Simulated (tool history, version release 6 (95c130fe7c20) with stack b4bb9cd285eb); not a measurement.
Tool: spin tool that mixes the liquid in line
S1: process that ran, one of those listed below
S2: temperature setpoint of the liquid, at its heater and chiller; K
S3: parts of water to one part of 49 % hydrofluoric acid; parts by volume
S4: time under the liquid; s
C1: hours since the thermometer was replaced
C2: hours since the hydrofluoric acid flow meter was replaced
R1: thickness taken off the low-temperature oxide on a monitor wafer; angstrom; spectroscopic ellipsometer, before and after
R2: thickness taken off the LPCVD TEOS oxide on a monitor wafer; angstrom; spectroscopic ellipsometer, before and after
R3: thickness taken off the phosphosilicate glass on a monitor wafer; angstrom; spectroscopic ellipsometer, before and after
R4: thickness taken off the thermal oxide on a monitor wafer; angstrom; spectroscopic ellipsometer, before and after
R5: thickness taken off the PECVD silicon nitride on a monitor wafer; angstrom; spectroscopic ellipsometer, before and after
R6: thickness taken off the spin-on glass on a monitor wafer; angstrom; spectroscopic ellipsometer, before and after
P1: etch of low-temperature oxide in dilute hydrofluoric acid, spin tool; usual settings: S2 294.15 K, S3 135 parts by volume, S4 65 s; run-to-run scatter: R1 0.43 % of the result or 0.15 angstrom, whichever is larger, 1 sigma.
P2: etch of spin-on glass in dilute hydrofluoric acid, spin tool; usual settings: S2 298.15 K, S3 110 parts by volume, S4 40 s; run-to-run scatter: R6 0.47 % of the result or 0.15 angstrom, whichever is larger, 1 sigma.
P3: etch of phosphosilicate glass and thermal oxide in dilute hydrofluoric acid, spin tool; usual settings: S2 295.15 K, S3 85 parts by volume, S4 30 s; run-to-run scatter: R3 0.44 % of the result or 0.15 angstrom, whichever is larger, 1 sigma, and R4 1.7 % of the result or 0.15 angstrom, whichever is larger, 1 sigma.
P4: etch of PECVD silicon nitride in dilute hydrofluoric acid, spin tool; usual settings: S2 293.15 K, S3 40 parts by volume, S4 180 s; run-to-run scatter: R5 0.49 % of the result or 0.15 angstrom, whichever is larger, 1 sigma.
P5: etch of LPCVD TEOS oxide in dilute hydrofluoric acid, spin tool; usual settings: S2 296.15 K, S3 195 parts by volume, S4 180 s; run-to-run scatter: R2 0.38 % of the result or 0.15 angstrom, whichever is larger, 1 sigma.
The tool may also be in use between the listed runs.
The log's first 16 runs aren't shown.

| run | hour | S1 | S2 | S3 | S4 | C1 | C2 | R1 | R2 | R3 | R4 | R5 | R6 |
|---|---|---|---|---|---|---|---|---|---|---|---|---|---|
| 17 | 121.6 | P3 | 295.15 | 85 | 30 | 1663.0 | 1020.0 |  |  | 206.38 | 15.3810 |  |  |
| 18 | 130.9 | P1 | 294.15 | 210 | 65 | 1672.3 | 1029.3 | 28.409 |  |  |  |  |  |
| 19 | 139.7 | P5 | 304.65 | 195 | 180 | 1681.1 | 1038.1 |  | 313.070 |  |  |  |  |
| 20 | 145.1 | P5 | 296.15 | 80 | 180 | 1686.5 | 1043.5 |  | 644.770 |  |  |  |  |
| 21 | 153.4 | P1 | 294.15 | 135 | 100 | 1694.8 | 1051.8 | 75.180 |  |  |  |  |  |
| 22 | 158.2 | P1 | 294.15 | 135 | 65 | 1699.6 | 1056.6 | 48.545 |  |  |  |  |  |
| 23 | 164.3 | P3 | 295.15 | 135 | 30 | 1705.7 | 1062.7 |  |  | 122.49 | 9.0487 |  |  |
| 24 | 170.7 | P2 | 298.15 | 110 | 70 | 1712.1 | 1069.1 |  |  |  |  |  | 223.04 |
| 25 | 179.8 | P1 | 290.15 | 135 | 65 | 1721.2 | 1078.2 | 41.332 |  |  |  |  |  |
| 26 | 186.6 | P1 | 294.15 | 135 | 65 | 1728.0 | 1085.0 | 48.172 |  |  |  |  |  |
| 27 | 195.8 | P4 | 293.15 | 40 | 180 | 1737.2 | 1094.2 |  |  |  |  | 89.829 |  |
| 28 | 205.1 | P3 | 295.15 | 85 | 55 | 1746.5 | 1103.5 |  |  | 377.36 | 28.7290 |  |  |
| 29 | 210.2 | P2 | 303.15 | 110 | 40 | 1751.6 | 1108.6 |  |  |  |  |  | 154.58 |
| 30 | 215.6 | P1 | 294.15 | 135 | 65 | 1757.0 | 1114.0 | 48.527 |  |  |  |  |  |
| 31 | 222.2 | P1 | 294.15 | 135 | 65 | 1763.6 | 1120.6 | 48.080 |  |  |  |  |  |
| 32 | 229.4 | P1 | 294.15 | 40 | 65 | 1770.8 | 1127.8 | 183.090 |  |  |  |  |  |
| 33 | 235.6 | P1 | 294.15 | 135 | 65 | 1777.0 | 1134.0 | 49.125 |  |  |  |  |  |
| 34 | 244.4 | P1 | 294.15 | 135 | 65 | 1785.8 | 1142.8 | 50.297 |  |  |  |  |  |
| 35 | 251.9 | P1 | 294.15 | 135 | 65 | 1793.3 | 1150.3 | 50.612 |  |  |  |  |  |
| 36 | 258.6 | P1 | 294.15 | 135 | 65 | 1800.0 | 1157.0 | 50.781 |  |  |  |  |  |

Run 37 comes next. What will it give?
| 37 | 263.2 | P1 | 294.15 | 135 | 65 | 1804.6 | 1161.6 | ? |  |  |  |  |  |

R1: 50.881 angstrom
